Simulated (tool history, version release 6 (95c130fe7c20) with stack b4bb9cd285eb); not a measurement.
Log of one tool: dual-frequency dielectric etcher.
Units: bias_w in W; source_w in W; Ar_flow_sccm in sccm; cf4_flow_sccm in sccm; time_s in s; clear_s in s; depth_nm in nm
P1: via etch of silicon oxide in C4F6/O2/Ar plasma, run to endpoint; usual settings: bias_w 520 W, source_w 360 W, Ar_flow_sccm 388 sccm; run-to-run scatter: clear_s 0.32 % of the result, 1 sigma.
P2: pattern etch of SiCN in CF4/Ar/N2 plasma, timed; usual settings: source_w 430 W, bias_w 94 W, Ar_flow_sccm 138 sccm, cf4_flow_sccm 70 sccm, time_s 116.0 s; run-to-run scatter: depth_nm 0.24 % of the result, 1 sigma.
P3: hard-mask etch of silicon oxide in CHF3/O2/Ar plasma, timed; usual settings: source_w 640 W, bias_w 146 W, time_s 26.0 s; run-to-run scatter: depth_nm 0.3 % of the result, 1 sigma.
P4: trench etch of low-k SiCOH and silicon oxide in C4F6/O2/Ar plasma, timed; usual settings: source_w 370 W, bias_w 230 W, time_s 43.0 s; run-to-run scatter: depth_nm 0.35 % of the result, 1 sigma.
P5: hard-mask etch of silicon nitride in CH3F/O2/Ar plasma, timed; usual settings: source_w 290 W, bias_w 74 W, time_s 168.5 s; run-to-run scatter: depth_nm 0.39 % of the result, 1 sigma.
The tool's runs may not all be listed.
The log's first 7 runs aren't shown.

{"run": 8, "day": 1.004, "process": "P2", "bias_w": 94, "source_w": 430, "Ar_flow_sccm": 138, "cf4_flow_sccm": 70, "time_s": 150.0, "depth_nm": 132.02}
{"run": 9, "day": 1.171, "process": "P3", "bias_w": 205, "source_w": 640, "time_s": 26.0, "depth_nm": 55.566}
{"run": 10, "day": 1.283, "process": "P1", "bias_w": 709, "source_w": 360, "Ar_flow_sccm": 388, "clear_s": 14.153}
{"run": 11, "day": 1.45, "process": "P2", "bias_w": 94, "source_w": 280, "Ar_flow_sccm": 138, "cf4_flow_sccm": 70, "time_s": 116.0, "depth_nm": 70.78}
{"run": 12, "day": 1.617, "process": "P1", "bias_w": 315, "source_w": 360, "Ar_flow_sccm": 388, "clear_s": 19.111}
{"run": 13, "day": 1.808, "process": "P1", "bias_w": 520, "source_w": 360, "Ar_flow_sccm": 285, "clear_s": 15.342}
{"run": 14, "day": 2.017, "process": "P1", "bias_w": 683, "source_w": 360, "Ar_flow_sccm": 300, "clear_s": 13.914}
{"run": 15, "day": 2.125, "process": "P4", "bias_w": 230, "source_w": 370, "time_s": 43.0, "depth_nm": 146.09}
{"run": 16, "day": 2.283, "process": "P1", "bias_w": 520, "source_w": 360, "Ar_flow_sccm": 388, "clear_s": 16.013}
{"run": 17, "day": 2.483, "process": "P4", "bias_w": 321, "source_w": 370, "time_s": 43.0, "depth_nm": 163.81}
{"run": 18, "day": 2.642, "process": "P1", "bias_w": 520, "source_w": 240, "Ar_flow_sccm": 388, "clear_s": 18.53}
{"run": 19, "day": 2.762, "process": "P3", "bias_w": 146, "source_w": 640, "time_s": 17.0, "depth_nm": 32.394}
{"run": 20, "day": 2.871, "process": "P4", "bias_w": 230, "source_w": 370, "time_s": 62.5, "depth_nm": 212.07}
{"run": 21, "day": 2.971, "process": "P3", "bias_w": 146, "source_w": 640, "time_s": 26.0, "depth_nm": 49.749}
{"run": 22, "day": 3.138, "process": "P5", "bias_w": 74, "source_w": 370, "time_s": 168.5, "depth_nm": 115.44}
{"run": 23, "day": 3.3, "process": "P1", "bias_w": 520, "source_w": 360, "Ar_flow_sccm": 496, "clear_s": 16.387}
{"run": 24, "day": 3.404, "process": "P2", "bias_w": 117, "source_w": 430, "Ar_flow_sccm": 138, "cf4_flow_sccm": 70, "time_s": 116.0, "depth_nm": 111.46}
{"run": 25, "day": 3.562, "process": "P1", "bias_w": 520, "source_w": 360, "Ar_flow_sccm": 388, "clear_s": 15.936}
{"run": 26, "day": 3.733, "process": "P2", "bias_w": 94, "source_w": 430, "Ar_flow_sccm": 138, "cf4_flow_sccm": 70, "time_s": 116.0, "depth_nm": 102.98}
{"run": 27, "day": 3.942, "process": "P5", "bias_w": 74, "source_w": 290, "time_s": 168.5, "depth_nm": 105.34}
{"run": 28, "day": 4.146, "process": "P4", "bias_w": 230, "source_w": 280, "time_s": 43.0, "depth_nm": 130.64}

Run 29 comes next. What will it give?
{"run": 29, "day": 4.333, "process": "P3", "bias_w": 146, "source_w": 780, "time_s": 26.0, "depth_nm": "?"}

Run 29 gave depth_nm 53.683 nm.
